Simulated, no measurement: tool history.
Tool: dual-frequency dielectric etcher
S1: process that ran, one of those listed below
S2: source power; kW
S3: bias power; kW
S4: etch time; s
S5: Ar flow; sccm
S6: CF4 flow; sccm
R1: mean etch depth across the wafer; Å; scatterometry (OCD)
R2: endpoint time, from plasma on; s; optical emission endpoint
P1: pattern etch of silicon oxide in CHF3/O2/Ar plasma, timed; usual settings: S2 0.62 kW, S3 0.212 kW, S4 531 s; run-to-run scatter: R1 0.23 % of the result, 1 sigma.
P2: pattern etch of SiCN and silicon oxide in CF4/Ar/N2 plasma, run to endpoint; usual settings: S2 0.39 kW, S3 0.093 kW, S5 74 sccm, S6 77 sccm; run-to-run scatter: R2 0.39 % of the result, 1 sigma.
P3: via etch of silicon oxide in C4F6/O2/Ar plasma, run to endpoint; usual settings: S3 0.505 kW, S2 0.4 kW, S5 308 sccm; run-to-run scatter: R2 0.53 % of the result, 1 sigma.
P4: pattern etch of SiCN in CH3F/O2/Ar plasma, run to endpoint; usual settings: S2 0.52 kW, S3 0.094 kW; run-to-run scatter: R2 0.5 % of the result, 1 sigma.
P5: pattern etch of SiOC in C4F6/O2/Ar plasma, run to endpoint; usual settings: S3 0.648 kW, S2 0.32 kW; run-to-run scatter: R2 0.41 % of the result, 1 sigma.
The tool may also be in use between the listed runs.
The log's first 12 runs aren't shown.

Run 13, hour 172.1: S1 P1, S2 0.81 kW, S3 0.279 kW, S4 531 s. Result: R1 13517 Å.
Run 14, hour 181.7: S1 P1, S2 0.62 kW, S3 0.212 kW, S4 531 s. Result: R1 11095 Å.
Run 15, hour 192.2: S1 P1, S2 0.62 kW, S3 0.212 kW, S4 531 s. Result: R1 11095 Å.
Run 16, hour 207.3: S1 P5, S2 0.19 kW, S3 0.648 kW. Result: R2 18.784 s.
Run 17, hour 218.1: S1 P2, S2 0.5 kW, S3 0.093 kW, S5 74 sccm, S6 77 sccm. Result: R2 13.472 s.
Run 18, hour 231.4: S1 P1, S2 0.62 kW, S3 0.212 kW, S4 729.5 s. Result: R1 15255 Å.
Run 19, hour 245.5: S1 P1, S2 0.36 kW, S3 0.212 kW, S4 531 s. Result: R1 9053.3 Å.
Run 20, hour 260.3: S1 P4, S2 0.41 kW, S3 0.094 kW. Result: R2 28.265 s.
Run 21, hour 268.4: S1 P2, S2 0.39 kW, S3 0.093 kW, S5 59 sccm, S6 77 sccm. Result: R2 16.286 s.
Run 22, hour 285.6: S1 P4, S2 0.52 kW, S3 0.094 kW. Result: R2 26.036 s.
Run 23, hour 293.1: S1 P1, S2 0.62 kW, S3 0.27 kW, S4 655.5 s. Result: R1 14899 Å.
Run 24, hour 307.9: S1 P2, S2 0.39 kW, S3 0.093 kW, S5 74 sccm, S6 109 sccm. Result: R2 16.129 s.
Run 25, hour 317.3: S1 P3, S2 0.4 kW, S3 0.376 kW, S5 308 sccm. Result: R2 16.41 s.
Run 26, hour 327.4: S1 P1, S2 0.62 kW, S3 0.212 kW, S4 373 s. Result: R1 7819.7 Å.
Run 27, hour 342.4: S1 P4, S2 0.52 kW, S3 0.094 kW. Result: R2 25.983 s.
Run 28, hour 351: S1 P1, S2 0.62 kW, S3 0.212 kW, S4 531 s. Result: R1 11089 Å.
Run 29, hour 365.6: S1 P1, S2 0.62 kW, S3 0.212 kW, S4 531 s. Result: R1 11109 Å.

Forecast run 30:
Run 30, hour 374.8: S1 P1, S2 0.62 kW, S3 0.212 kW, S4 531 s. Result: R1 ?.

Run 30 gave R1 11084 Å.
